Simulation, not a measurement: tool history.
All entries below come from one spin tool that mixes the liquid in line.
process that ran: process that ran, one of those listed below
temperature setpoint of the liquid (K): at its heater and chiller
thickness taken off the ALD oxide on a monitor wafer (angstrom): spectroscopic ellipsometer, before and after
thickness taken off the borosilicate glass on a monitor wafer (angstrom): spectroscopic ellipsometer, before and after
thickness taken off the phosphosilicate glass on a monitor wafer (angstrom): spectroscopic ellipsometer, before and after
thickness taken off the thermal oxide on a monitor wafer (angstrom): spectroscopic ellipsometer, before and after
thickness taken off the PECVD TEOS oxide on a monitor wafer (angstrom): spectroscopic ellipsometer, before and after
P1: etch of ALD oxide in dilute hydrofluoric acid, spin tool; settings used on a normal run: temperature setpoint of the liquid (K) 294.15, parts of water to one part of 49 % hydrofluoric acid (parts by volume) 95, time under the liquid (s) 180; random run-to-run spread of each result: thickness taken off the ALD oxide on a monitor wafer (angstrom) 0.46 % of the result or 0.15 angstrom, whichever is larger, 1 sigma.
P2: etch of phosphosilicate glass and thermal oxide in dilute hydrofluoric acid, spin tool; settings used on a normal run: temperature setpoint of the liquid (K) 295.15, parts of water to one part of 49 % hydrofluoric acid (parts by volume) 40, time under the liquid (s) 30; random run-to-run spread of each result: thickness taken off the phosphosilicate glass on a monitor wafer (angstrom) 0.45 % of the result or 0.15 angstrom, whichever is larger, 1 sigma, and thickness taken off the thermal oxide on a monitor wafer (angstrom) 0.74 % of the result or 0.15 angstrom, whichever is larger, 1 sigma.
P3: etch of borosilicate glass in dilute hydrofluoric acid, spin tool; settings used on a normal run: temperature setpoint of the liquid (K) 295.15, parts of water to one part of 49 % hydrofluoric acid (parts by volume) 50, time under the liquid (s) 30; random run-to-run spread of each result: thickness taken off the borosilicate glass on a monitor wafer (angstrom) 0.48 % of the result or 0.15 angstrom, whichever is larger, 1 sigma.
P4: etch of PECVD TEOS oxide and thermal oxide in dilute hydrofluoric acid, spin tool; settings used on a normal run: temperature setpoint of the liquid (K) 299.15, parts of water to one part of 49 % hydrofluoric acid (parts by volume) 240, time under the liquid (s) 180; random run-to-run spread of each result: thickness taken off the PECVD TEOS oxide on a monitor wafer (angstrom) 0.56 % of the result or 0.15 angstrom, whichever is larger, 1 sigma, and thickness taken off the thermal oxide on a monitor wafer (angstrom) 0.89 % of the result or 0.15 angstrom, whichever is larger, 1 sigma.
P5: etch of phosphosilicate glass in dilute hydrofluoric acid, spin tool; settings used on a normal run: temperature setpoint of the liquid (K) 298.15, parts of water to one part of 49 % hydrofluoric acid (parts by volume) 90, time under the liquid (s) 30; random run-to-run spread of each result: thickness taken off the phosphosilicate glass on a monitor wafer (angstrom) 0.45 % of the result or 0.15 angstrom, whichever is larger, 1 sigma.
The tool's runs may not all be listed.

run	hour	process that ran	temperature setpoint of the liquid (K)	parts of water to one part of 49 % hydrofluoric acid (parts by volume)	time under the liquid (s)	thickness taken off the ALD oxide on a monitor wafer (angstrom)	thickness taken off the borosilicate glass on a monitor wafer (angstrom)	thickness taken off the phosphosilicate glass on a monitor wafer (angstrom)	thickness taken off the thermal oxide on a monitor wafer (angstrom)	thickness taken off the PECVD TEOS oxide on a monitor wafer (angstrom)
1	6.1	P1	294.15	95	180	185.520				
2	9.6	P1	299.15	95	180	226.700				
3	14.3	P3	295.15	50	30		180.450			
4	19.2	P2	302.15	40	30			1206.70	46.875	
5	24.5	P5	298.15	90	30			333.06		
6	29.2	P2	295.15	40	30			902.48	35.749	
7	34.5	P1	294.15	135	180	125.110				
8	37.9	P4	299.15	240	310				52.999	170.610
9	42.7	P4	299.15	240	180				30.803	100.170
10	45.8	P5	305.65	90	30			440.24		
11	51.3	P2	295.15	40	30			901.47	35.416	
12	56.4	P5	298.15	50	30			631.46		
13	59.9	P1	294.15	95	180	185.690				
14	64.2	P3	295.15	50	15		90.271			
15	70.4	P5	298.15	90	30			329.98		
16	77.0	P4	307.15	240	180				40.372	130.500
17	80.1	P5	298.15	90	55			610.93		
18	84.9	P1	294.15	95	285	293.530				
19	89.5	P1	294.15	95	180	186.850				
20	96.0	P1	294.15	95	180	185.890				
# hour 100.2: thermometer replaced
21	102.4	P4	299.15	375	180				16.797	55.392
22	108.9	P1	290.15	95	310	271.440				
23	113.0	P1	294.15	95	180	183.960				
24	117.6	P3	295.15	50	30		180.800			

Expected results for the next run?
25	121.7	P1	294.15	95	15	?				

Logged for run 25: thickness taken off the ALD oxide on a monitor wafer (angstrom) 15.228.

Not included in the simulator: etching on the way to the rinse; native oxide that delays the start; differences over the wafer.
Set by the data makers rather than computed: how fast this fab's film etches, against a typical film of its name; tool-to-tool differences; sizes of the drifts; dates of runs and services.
